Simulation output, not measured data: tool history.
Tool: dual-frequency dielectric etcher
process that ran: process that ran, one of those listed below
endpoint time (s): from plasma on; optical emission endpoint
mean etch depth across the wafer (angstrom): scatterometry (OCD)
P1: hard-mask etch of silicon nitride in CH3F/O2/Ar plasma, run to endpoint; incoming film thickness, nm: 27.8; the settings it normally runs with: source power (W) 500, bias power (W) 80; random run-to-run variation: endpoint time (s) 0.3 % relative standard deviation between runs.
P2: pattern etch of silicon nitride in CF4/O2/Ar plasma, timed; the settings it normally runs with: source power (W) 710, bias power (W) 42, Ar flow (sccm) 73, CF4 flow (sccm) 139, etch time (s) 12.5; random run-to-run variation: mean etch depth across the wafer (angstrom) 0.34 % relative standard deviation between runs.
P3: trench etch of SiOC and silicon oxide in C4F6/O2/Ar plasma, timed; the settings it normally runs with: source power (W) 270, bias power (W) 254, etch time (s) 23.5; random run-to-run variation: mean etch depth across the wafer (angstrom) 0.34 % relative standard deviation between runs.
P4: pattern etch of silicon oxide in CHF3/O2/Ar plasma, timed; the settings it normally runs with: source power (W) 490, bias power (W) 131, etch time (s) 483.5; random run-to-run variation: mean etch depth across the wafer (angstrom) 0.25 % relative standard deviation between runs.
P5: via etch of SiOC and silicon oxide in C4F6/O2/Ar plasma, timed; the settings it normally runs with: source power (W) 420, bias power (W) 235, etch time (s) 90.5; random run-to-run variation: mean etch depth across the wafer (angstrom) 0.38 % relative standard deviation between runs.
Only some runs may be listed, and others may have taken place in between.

run,hour,process that ran,source power (W),bias power (W),etch time (s),Ar flow (sccm),CF4 flow (sccm),hours since the last wet clean,hours since the last source power generator calibration,hours since the last bias power generator calibration,endpoint time (s),mean etch depth across the wafer (angstrom)
1,3.7,P1,500,80,,,,209.6,612.2,3159.7,34.348,
2,10.6,P5,420,235,90.5,,,216.5,619.1,3166.6,,1135.20
3,16.3,P1,500,80,,,,222.2,624.8,3172.3,34.266,
4,23.3,P2,710,42,7.5,73,139,229.2,631.8,3179.3,,196.83
5,29.2,P1,500,80,,,,235.1,637.7,3185.2,34.288,
6,32.3,P4,490,131,643.5,,,238.2,640.8,3188.3,,10569.00
7,37.9,P2,710,27,12.5,73,139,243.8,646.4,3193.9,,287.29
8,41.9,P1,590,49,,,,247.8,650.4,3197.9,37.675,
9,47.8,P2,710,42,12.5,73,165,253.7,656.3,3203.8,,334.69
10,54.3,P1,500,80,,,,260.2,662.8,3210.3,34.426,
11,60.8,P4,490,161,483.5,,,266.7,669.3,3216.8,,8539.90
12,67.8,P5,570,235,90.5,,,273.7,676.3,3223.8,,1274.90
13,74.0,P3,270,152,23.5,,,279.9,682.5,3230.0,,375.44
14,77.3,P2,710,42,12.5,87,139,283.2,685.8,3233.3,,321.38
15,81.5,P1,500,102,,,,287.4,690.0,3237.5,31.461,
# hour 85.3: source power generator calibrated
16,85.6,P1,630,98,,,,291.5,0.3,3241.6,29.404,
17,90.0,P5,420,235,61.5,,,295.9,4.7,3246.0,,773.11
18,94.6,P1,700,80,,,,300.5,9.3,3250.6,30.291,
19,97.9,P5,420,327,90.5,,,303.8,12.6,3253.9,,1265.20
20,104.2,P3,270,254,13.0,,,310.1,18.9,3260.2,,244.11
21,110.4,P3,270,254,23.5,,,316.3,25.1,3266.4,,442.83
22,115.6,P1,500,80,,,,321.5,30.3,3271.6,34.255,
23,120.7,P4,310,131,483.5,,,326.6,35.4,3276.7,,6630.90
24,124.1,P3,210,254,23.5,,,330.0,38.8,3280.1,,403.62
25,130.5,P1,500,60,,,,336.4,45.2,3286.5,37.955,
26,134.1,P4,490,131,483.5,,,340.0,48.8,3290.1,,7983.00
27,140.1,P2,940,42,12.5,73,139,346.0,54.8,3296.1,,421.83
28,146.8,P3,270,254,23.5,,,352.7,61.5,3302.8,,445.65
29,151.8,P1,660,111,,,,357.7,66.5,3307.8,27.593,
30,155.3,P2,710,42,12.5,73,139,361.2,70.0,3311.3,,328.04
31,158.4,P1,400,80,,,,364.3,73.1,3314.4,37.383,
32,164.7,P1,500,80,,,,370.6,79.4,3320.7,34.226,
33,168.3,P1,500,80,,,,374.2,83.0,3324.3,34.301,
34,172.3,P1,500,80,,,,378.2,87.0,3328.3,34.621,
35,175.8,P1,500,80,,,,381.7,90.5,3331.8,34.663,
36,182.2,P1,500,80,,,,388.1,96.9,3338.2,34.751,
37,189.3,P1,500,80,,,,395.2,104.0,3345.3,34.574,
38,196.4,P1,500,80,,,,402.3,111.1,3352.4,34.756,
# hour 199.4: wet clean of the chamber
39,201.4,P1,500,80,,,,2.0,116.1,3357.4,34.799,
40,205.1,P1,500,80,,,,5.7,119.8,3361.1,34.969,
41,211.0,P1,500,80,,,,11.6,125.7,3367.0,34.704,
42,214.8,P1,500,80,,,,15.4,129.5,3370.8,34.855,

What P1 gives has crept off from where it sat before. The 2 causes that follow fit the log equally well, each at the size noted:
A: bias power that arrives under what is set, % = 4.31
B: source power that arrives under what is set, % = 3.91
Creep in the process output first set in at about hour 164.7.
All other causes, with the reason each is excluded:
chamber walls in a state that lowers the etch rate, %: serviced after onset, at hour 199.4, with no recovery of the prior output

Below are 4 check runs, each averaged over 2 wafers, with their results shown as question marks. Which of them would give clearly different results depending on which cause is behind the drift?
check 1,218.6,P3,270,254,23.5,,,,,,,?
check 2,218.6,P5,420,235,90.5,,,,,,,?
check 3,218.6,P2,710,42,12.5,73,139,,,,,?
check 4,218.6,P4,490,131,483.5,,,,,,,?

Outcome of each check run for each possible cause:
check,result,if A,if B
check 1,mean etch depth across the wafer (angstrom),437.16,437.23
check 2,mean etch depth across the wafer (angstrom),1113.70,1113.30
check 3,mean etch depth across the wafer (angstrom),323.21,316.42
check 4,mean etch depth across the wafer (angstrom),7838.40,7826.70
Per-check spread between the two closest causes, in the result where they differ most: check 1 0.02 %; check 2 0.04 %; check 3 2.12 %; check 4 0.15 %
Check 3 is the one run that separates the causes; every other check would come out nearly the same whichever cause is at work.

After running check 3, the following was obtained: mean etch depth across the wafer (angstrom) 317.16. Which cause does this point to?

B is the cause: source power that arrives under what is set, %.
